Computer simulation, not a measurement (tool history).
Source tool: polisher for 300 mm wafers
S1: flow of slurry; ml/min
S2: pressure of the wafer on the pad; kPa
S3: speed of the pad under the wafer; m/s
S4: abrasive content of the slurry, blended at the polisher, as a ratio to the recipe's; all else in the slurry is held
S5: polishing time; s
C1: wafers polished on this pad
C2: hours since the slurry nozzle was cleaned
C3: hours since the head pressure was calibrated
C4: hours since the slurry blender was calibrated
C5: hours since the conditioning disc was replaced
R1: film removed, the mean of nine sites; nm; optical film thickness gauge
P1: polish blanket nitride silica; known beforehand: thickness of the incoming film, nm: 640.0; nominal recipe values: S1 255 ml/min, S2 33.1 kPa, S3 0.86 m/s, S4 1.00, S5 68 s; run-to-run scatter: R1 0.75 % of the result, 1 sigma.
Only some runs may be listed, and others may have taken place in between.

run 1 hour=16.6 | S1=255 S2=33.1 S3=0.86 S4=1.00 S5=68 | C1=494 C2=242.2 C3=142.3 C4=51.0 C5=107.7 | R1=41.781
run 2 hour=25.0 | S1=255 S2=33.1 S3=0.40 S4=1.00 S5=68 | C1=574 C2=250.6 C3=150.7 C4=59.4 C5=116.1 | R1=22.960
run 3 hour=34.1 | S1=325 S2=33.1 S3=0.86 S4=1.00 S5=68 | C1=662 C2=259.7 C3=159.8 C4=68.5 C5=125.2 | R1=43.275
run 4 hour=43.3 | S1=255 S2=33.1 S3=0.40 S4=0.75 S5=68 | C1=750 C2=268.9 C3=169.0 C4=77.7 C5=134.4 | R1=19.420
run 5 hour=53.8 | S1=255 S2=33.1 S3=1.08 S4=1.00 S5=101 | C1=850 C2=279.4 C3=179.5 C4=88.2 C5=144.9 | R1=75.301
run 6 hour=65.5 | S1=255 S2=15.2 S3=0.86 S4=1.00 S5=68 | C1=962 C2=291.1 C3=191.2 C4=99.9 C5=156.6 | R1=19.206
run 7 hour=75.2 | S1=255 S2=33.1 S3=0.86 S4=1.00 S5=68 | C1=1055 C2=300.8 C3=200.9 C4=109.6 C5=166.3 | R1=41.588
run 8 hour=94.5 | S1=255 S2=33.1 S3=0.86 S4=1.00 S5=50 | C1=1240 C2=320.1 C3=220.2 C4=128.9 C5=185.6 | R1=31.088
run 9 hour=104.1 | S1=255 S2=33.1 S3=0.86 S4=1.50 S5=68 | C1=1332 C2=329.7 C3=229.8 C4=138.5 C5=195.2 | R1=49.567
run 10 hour=123.4 | S1=255 S2=33.1 S3=0.86 S4=0.60 S5=68 | C1=1517 C2=349.0 C3=249.1 C4=157.8 C5=214.5 | R1=32.416
-- hour=124.6 slurry nozzle cleaned
run 11 hour=137.6 | S1=255 S2=33.1 S3=1.26 S4=1.00 S5=68 | C1=1653 C2=13.0 C3=263.3 C4=172.0 C5=228.7 | R1=57.098
run 12 hour=151.2 | S1=255 S2=33.1 S3=1.32 S4=1.25 S5=68 | C1=1783 C2=26.6 C3=276.9 C4=185.6 C5=242.3 | R1=65.313
run 13 hour=170.1 | S1=255 S2=33.1 S3=0.86 S4=1.00 S5=68 | C1=1964 C2=45.5 C3=295.8 C4=204.5 C5=261.2 | R1=42.101
run 14 hour=183.0 | S1=160 S2=33.1 S3=0.86 S4=1.00 S5=68 | C1=2088 C2=58.4 C3=308.7 C4=217.4 C5=274.1 | R1=39.682
run 15 hour=195.0 | S1=255 S2=49.0 S3=0.86 S4=1.00 S5=68 | C1=2203 C2=70.4 C3=320.7 C4=229.4 C5=286.1 | R1=62.733
run 16 hour=210.9 | S1=255 S2=33.1 S3=0.86 S4=1.00 S5=104 | C1=2355 C2=86.3 C3=336.6 C4=245.3 C5=302.0 | R1=63.867
run 17 hour=219.2 | S1=255 S2=33.1 S3=0.86 S4=1.00 S5=68 | C1=2434 C2=94.6 C3=344.9 C4=253.6 C5=310.3 | R1=41.916
run 18 hour=236.8 | S1=255 S2=33.1 S3=0.86 S4=1.00 S5=68 | C1=2603 C2=112.2 C3=362.5 C4=271.2 C5=327.9 | R1=42.129
run 19 hour=250.1 | S1=255 S2=33.1 S3=0.86 S4=1.00 S5=68 | C1=2730 C2=125.5 C3=375.8 C4=284.5 C5=341.2 | R1=41.161
run 20 hour=260.5 | S1=255 S2=33.1 S3=0.86 S4=1.00 S5=68 | C1=2830 C2=135.9 C3=386.2 C4=294.9 C5=351.6 | R1=39.632
run 21 hour=276.1 | S1=255 S2=33.1 S3=0.86 S4=1.00 S5=68 | C1=2979 C2=151.5 C3=401.8 C4=310.5 C5=367.2 | R1=38.834
run 22 hour=290.4 | S1=255 S2=33.1 S3=0.86 S4=1.00 S5=68 | C1=3116 C2=165.8 C3=416.1 C4=324.8 C5=381.5 | R1=38.723
-- hour=303.6 head pressure recalibrated
run 23 hour=308.5 | S1=255 S2=33.1 S3=0.86 S4=1.00 S5=68 | C1=3290 C2=183.9 C3=4.9 C4=342.9 C5=399.6 | R1=37.608
-- hour=316.8 slurry nozzle cleaned
run 24 hour=327.2 | S1=255 S2=33.1 S3=0.86 S4=1.00 S5=68 | C1=3469 C2=10.4 C3=23.6 C4=361.6 C5=418.3 | R1=37.428
-- hour=340.6 conditioning disc replaced and pad reconditioned
run 25 hour=345.9 | S1=255 S2=33.1 S3=0.86 S4=1.00 S5=68 | C1=3648 C2=29.1 C3=42.3 C4=380.3 C5=5.4 | R1=37.327
run 26 hour=364.9 | S1=255 S2=33.1 S3=0.86 S4=1.00 S5=68 | C1=3830 C2=48.1 C3=61.3 C4=399.3 C5=24.4 | R1=37.205

What will run 27 give?
run 27 hour=378.4 | S1=255 S2=33.1 S3=0.86 S4=1.00 S5=68 | C1=3959 C2=61.6 C3=74.8 C4=412.8 C5=37.9 | R1=?

Run 27 yielded R1 37.763 nm.

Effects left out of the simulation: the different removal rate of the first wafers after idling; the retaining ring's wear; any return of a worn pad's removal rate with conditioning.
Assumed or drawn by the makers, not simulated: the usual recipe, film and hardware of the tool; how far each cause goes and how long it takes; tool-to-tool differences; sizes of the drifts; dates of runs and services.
